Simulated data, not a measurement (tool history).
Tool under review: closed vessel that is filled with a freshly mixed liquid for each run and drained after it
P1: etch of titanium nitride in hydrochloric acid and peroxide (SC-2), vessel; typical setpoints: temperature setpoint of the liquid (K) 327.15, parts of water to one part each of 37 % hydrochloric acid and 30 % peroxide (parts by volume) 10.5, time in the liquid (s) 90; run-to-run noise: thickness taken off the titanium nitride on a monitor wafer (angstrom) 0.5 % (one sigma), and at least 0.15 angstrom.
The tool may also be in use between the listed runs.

run   hour  temperature setpoint of the liquid (K)  parts of water to one part each of 37 % hydrochloric acid and 30 % peroxide (parts by volume)  time in the liquid (s)  hours since the thermometer was replaced  hours since the chemicals flow meter was replaced  hours since the drum of peroxide was connected  thickness taken off the titanium nitride on a monitor wafer (angstrom)
  1    7.5                                  327.15                                                                                           10.5                      90                                     813.4                                             1022.0                                           241.9                                                                 51.4110
  2   19.8                                  315.15                                                                                           10.5                      90                                     825.7                                             1034.3                                           254.2                                                                 23.1480
  3   28.5                                  327.15                                                                                           10.5                      90                                     834.4                                             1043.0                                           262.9                                                                 51.4860
  4   36.9                                  327.15                                                                                           10.5                      90                                     842.8                                             1051.4                                           271.3                                                                 51.4310
  5   46.3                                  327.15                                                                                           10.5                     175                                     852.2                                             1060.8                                           280.7                                                                 99.1620
      49.1  -- chemicals flow meter replaced
  6   56.0                                  327.15                                                                                           10.5                      30                                     861.9                                                6.9                                           290.4                                                                 17.2790
  7   66.0                                  327.15                                                                                            4.0                      90                                     871.9                                               16.9                                           300.4                                                                107.3600
  8   74.5                                  327.15                                                                                           10.5                      90                                     880.4                                               25.4                                           308.9                                                                 51.8530
  9   87.2                                  334.15                                                                                           14.5                      90                                     893.1                                               38.1                                           321.6                                                                 60.5380
 10   95.9                                  313.65                                                                                           10.5                      30                                     901.8                                               46.8                                           330.3                                                                  6.9487
 11  107.9                                  316.15                                                                                           10.5                     140                                     913.8                                               58.8                                           342.3                                                                 38.0730
 12  121.6                                  338.15                                                                                           10.5                      90                                     927.5                                               72.5                                           356.0                                                                102.7000
 13  131.4                                  327.15                                                                                           10.5                      90                                     937.3                                               82.3                                           365.8                                                                 51.8020
 14  144.9                                  327.15                                                                                           10.5                      90                                     950.8                                               95.8                                           379.3                                                                 51.5310
 15  157.0                                  327.15                                                                                           17.0                      90                                     962.9                                              107.9                                           391.4                                                                 33.7450
 16  168.6                                  327.15                                                                                           10.5                      90                                     974.5                                              119.5                                           403.0                                                                 51.9320
 17  178.4                                  327.15                                                                                           10.5                      90                                     984.3                                              129.3                                           412.8                                                                 53.5570
 18  186.9                                  327.15                                                                                           10.5                      90                                     992.8                                              137.8                                           421.3                                                                 54.3000
 19  194.0                                  327.15                                                                                           10.5                      90                                     999.9                                              144.9                                           428.4                                                                 54.8960
 20  205.8                                  327.15                                                                                           10.5                      90                                    1011.7                                              156.7                                           440.2                                                                 55.4490
 21  213.5                                  327.15                                                                                           10.5                      90                                    1019.4                                              164.4                                           447.9                                                                 55.1290
 22  220.9                                  327.15                                                                                           10.5                      90                                    1026.8                                              171.8                                           455.3                                                                 55.6080

Predict the results of run 23:
 23  229.4                                  327.15                                                                                           10.5                      90                                    1035.3                                              180.3                                           463.8                                                                       ?

Run 23 came out at thickness taken off the titanium nitride on a monitor wafer (angstrom) 55.6510.
